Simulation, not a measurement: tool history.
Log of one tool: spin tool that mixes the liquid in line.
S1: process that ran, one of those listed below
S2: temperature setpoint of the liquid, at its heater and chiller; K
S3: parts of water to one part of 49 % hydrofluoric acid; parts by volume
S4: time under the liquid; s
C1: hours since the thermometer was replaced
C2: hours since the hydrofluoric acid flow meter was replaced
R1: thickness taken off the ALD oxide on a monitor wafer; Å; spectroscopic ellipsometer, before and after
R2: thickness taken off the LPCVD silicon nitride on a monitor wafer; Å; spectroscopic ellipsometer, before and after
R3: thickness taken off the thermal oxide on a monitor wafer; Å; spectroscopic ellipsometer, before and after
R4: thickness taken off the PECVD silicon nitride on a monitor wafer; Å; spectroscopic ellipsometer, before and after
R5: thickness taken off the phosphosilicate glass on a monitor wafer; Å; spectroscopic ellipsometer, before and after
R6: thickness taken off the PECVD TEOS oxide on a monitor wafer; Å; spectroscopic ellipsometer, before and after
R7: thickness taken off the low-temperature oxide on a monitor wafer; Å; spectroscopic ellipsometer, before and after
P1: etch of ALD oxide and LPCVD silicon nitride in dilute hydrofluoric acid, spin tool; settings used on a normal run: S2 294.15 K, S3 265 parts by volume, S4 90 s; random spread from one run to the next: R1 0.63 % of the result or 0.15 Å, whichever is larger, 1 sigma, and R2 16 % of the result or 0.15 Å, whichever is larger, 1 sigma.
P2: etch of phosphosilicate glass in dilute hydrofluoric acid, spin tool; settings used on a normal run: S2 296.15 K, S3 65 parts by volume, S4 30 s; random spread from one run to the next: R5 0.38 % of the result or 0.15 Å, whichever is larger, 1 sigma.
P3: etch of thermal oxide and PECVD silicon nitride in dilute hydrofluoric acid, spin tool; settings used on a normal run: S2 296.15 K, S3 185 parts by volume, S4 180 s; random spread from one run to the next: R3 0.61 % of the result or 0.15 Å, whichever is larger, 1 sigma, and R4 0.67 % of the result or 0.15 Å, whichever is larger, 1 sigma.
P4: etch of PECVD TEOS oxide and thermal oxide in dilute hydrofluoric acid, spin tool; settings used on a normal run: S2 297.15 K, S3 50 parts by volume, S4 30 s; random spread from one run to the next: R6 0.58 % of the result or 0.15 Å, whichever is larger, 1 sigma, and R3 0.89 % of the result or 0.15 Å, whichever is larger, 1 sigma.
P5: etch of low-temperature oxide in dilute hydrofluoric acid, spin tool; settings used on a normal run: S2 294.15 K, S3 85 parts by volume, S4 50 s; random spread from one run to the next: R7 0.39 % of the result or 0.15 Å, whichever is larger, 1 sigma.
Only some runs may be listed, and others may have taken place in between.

{"run": 1, "hour": 8.0, "S1": "P1", "S2": 294.15, "S3": 265, "S4": 90, "C1": 434.6, "C2": 324.8, "R1": 46.517, "R2": 1.3948}
{"run": 2, "hour": 14.5, "S1": "P1", "S2": 294.15, "S3": 265, "S4": 145, "C1": 441.1, "C2": 331.3, "R1": 73.742, "R2": 2.1236}
{"run": 3, "hour": 25.3, "S1": "P3", "S2": 300.15, "S3": 185, "S4": 180, "C1": 451.9, "C2": 342.1, "R3": 49.561, "R4": 52.427}
{"run": 4, "hour": 32.9, "S1": "P1", "S2": 294.15, "S3": 265, "S4": 90, "C1": 459.5, "C2": 349.7, "R1": 46.311, "R2": 1.7147}
{"run": 5, "hour": 42.5, "S1": "P3", "S2": 296.15, "S3": 290, "S4": 180, "C1": 469.1, "C2": 359.3, "R3": 24.56, "R4": 25.446}
{"run": 6, "hour": 51.3, "S1": "P2", "S2": 296.15, "S3": 65, "S4": 30, "C1": 477.9, "C2": 368.1, "R5": 439.19}
{"run": 7, "hour": 57.2, "S1": "P4", "S2": 297.15, "S3": 50, "S4": 30, "C1": 483.8, "C2": 374, "R3": 29.033, "R6": 57.731}
{"run": 8, "hour": 64.3, "S1": "P2", "S2": 303.15, "S3": 65, "S4": 30, "C1": 490.9, "C2": 381.1, "R5": 582.18}
{"run": 9, "hour": 73.1, "S1": "P4", "S2": 297.15, "S3": 90, "S4": 30, "C1": 499.7, "C2": 389.9, "R3": 15.649, "R6": 30.606}
{"run": 10, "hour": 78.3, "S1": "P1", "S2": 297.65, "S3": 265, "S4": 90, "C1": 504.9, "C2": 395.1, "R1": 52.463, "R2": 2.1148}
{"run": 11, "hour": 88.3, "S1": "P1", "S2": 294.15, "S3": 265, "S4": 90, "C1": 514.9, "C2": 405.1, "R1": 46.141, "R2": 1.3251}
{"run": 12, "hour": 95.8, "S1": "P2", "S2": 296.15, "S3": 65, "S4": 15, "C1": 522.4, "C2": 412.6, "R5": 219.32}
{"run": 13, "hour": 103.0, "S1": "P1", "S2": 294.15, "S3": 95, "S4": 135, "C1": 529.6, "C2": 419.8, "R1": 231.74, "R2": 5.169}
{"run": 14, "hour": 114.4, "S1": "P5", "S2": 299.65, "S3": 85, "S4": 50, "C1": 541, "C2": 431.2, "R7": 139.72}
{"run": 15, "hour": 121.5, "S1": "P5", "S2": 294.15, "S3": 85, "S4": 15, "C1": 548.1, "C2": 438.3, "R7": 33.864}
{"run": 16, "hour": 126.9, "S1": "P3", "S2": 296.15, "S3": 185, "S4": 365, "C1": 553.5, "C2": 443.7, "R3": 86.743, "R4": 82.807}
{"run": 17, "hour": 136.5, "S1": "P2", "S2": 296.15, "S3": 115, "S4": 30, "C1": 563.1, "C2": 453.3, "R5": 234.15}
{"run": 18, "hour": 147.1, "S1": "P1", "S2": 301.15, "S3": 265, "S4": 15, "C1": 573.7, "C2": 463.9, "R1": 9.9105, "R2": 0.34759}
{"run": 19, "hour": 153.9, "S1": "P3", "S2": 296.15, "S3": 185, "S4": 180, "C1": 580.5, "C2": 470.7, "R3": 42.979, "R4": 40.087}
{"run": 20, "hour": 164.8, "S1": "P1", "S2": 290.15, "S3": 265, "S4": 90, "C1": 591.4, "C2": 481.6, "R1": 39.809, "R2": 1.2419}
{"run": 21, "hour": 172.3, "S1": "P4", "S2": 297.15, "S3": 50, "S4": 15, "C1": 598.9, "C2": 489.1, "R3": 14.455, "R6": 28.529}
{"run": 22, "hour": 183.6, "S1": "P5", "S2": 294.15, "S3": 135, "S4": 50, "C1": 610.2, "C2": 500.4, "R7": 67.136}
{"run": 23, "hour": 190.1, "S1": "P1", "S2": 294.15, "S3": 480, "S4": 90, "C1": 616.7, "C2": 506.9, "R1": 20.805, "R2": 0.55104}
{"run": 24, "hour": 197.0, "S1": "P1", "S2": 302.15, "S3": 460, "S4": 90, "C1": 623.6, "C2": 513.8, "R1": 28.937, "R2": 1.1874}
{"run": 25, "hour": 206.2, "S1": "P4", "S2": 297.15, "S3": 50, "S4": 30, "C1": 632.8, "C2": 523, "R3": 29.376, "R6": 57.709}
{"run": 26, "hour": 215.5, "S1": "P5", "S2": 294.15, "S3": 85, "S4": 50, "C1": 642.1, "C2": 532.3, "R7": 112.02}
{"run": 27, "hour": 223.2, "S1": "P4", "S2": 290.15, "S3": 50, "S4": 30, "C1": 649.8, "C2": 540, "R3": 21.864, "R6": 43.338}
{"run": 28, "hour": 229.7, "S1": "P1", "S2": 294.15, "S3": 265, "S4": 90, "C1": 656.3, "C2": 546.5, "R1": 45.606, "R2": 1.5089}
{"run": 29, "hour": 237.7, "S1": "P1", "S2": 294.15, "S3": 170, "S4": 90, "C1": 664.3, "C2": 554.5, "R1": 79.369, "R2": 2.3628}
{"run": 30, "hour": 247.1, "S1": "P5", "S2": 294.15, "S3": 85, "S4": 50, "C1": 673.7, "C2": 563.9, "R7": 111.96}
{"run": 31, "hour": 256.8, "S1": "P1", "S2": 294.15, "S3": 265, "S4": 15, "C1": 683.4, "C2": 573.6, "R1": 7.6512, "R2": 0.3433}
{"run": 32, "hour": 266.9, "S1": "P1", "S2": 294.15, "S3": 265, "S4": 90, "C1": 693.5, "C2": 583.7, "R1": 45.977, "R2": 1.4865}
{"run": 33, "hour": 272.5, "S1": "P1", "S2": 294.15, "S3": 265, "S4": 90, "C1": 699.1, "C2": 589.3, "R1": 46.493, "R2": 1.6156}
{"run": 34, "hour": 283.1, "S1": "P1", "S2": 294.15, "S3": 265, "S4": 90, "C1": 709.7, "C2": 599.9, "R1": 48.16, "R2": 0.94022}
{"run": 35, "hour": 294.3, "S1": "P1", "S2": 294.15, "S3": 265, "S4": 90, "C1": 720.9, "C2": 611.1, "R1": 47.889, "R2": 1.743}
{"run": 36, "hour": 305.1, "S1": "P1", "S2": 294.15, "S3": 265, "S4": 90, "C1": 731.7, "C2": 621.9, "R1": 47.815, "R2": 1.5504}
{"run": 37, "hour": 311.4, "S1": "P1", "S2": 294.15, "S3": 265, "S4": 90, "C1": 738, "C2": 628.2, "R1": 47.868, "R2": 1.5478}
{"run": 38, "hour": 322.9, "S1": "P1", "S2": 294.15, "S3": 265, "S4": 90, "C1": 749.5, "C2": 639.7, "R1": 48.73, "R2": 1.3892}
{"run": 39, "hour": 334.3, "S1": "P1", "S2": 294.15, "S3": 265, "S4": 90, "C1": 760.9, "C2": 651.1, "R1": 48.291, "R2": 1.5284}
{"run": 40, "hour": 341.7, "S1": "P1", "S2": 294.15, "S3": 265, "S4": 90, "C1": 768.3, "C2": 658.5, "R1": 48.442, "R2": 1.4757}
{"run": 41, "hour": 348.2, "S1": "P1", "S2": 294.15, "S3": 265, "S4": 90, "C1": 774.8, "C2": 665, "R1": 48.683, "R2": 1.2701}

The next listed run, before its measurement:
{"run": 42, "hour": 357.7, "S1": "P1", "S2": 294.15, "S3": 265, "S4": 90, "C1": 784.3, "C2": 674.5, "R1": "?", "R2": "?"}

Run 42 measured R1 48.878 Å, R2 1.592 Å.
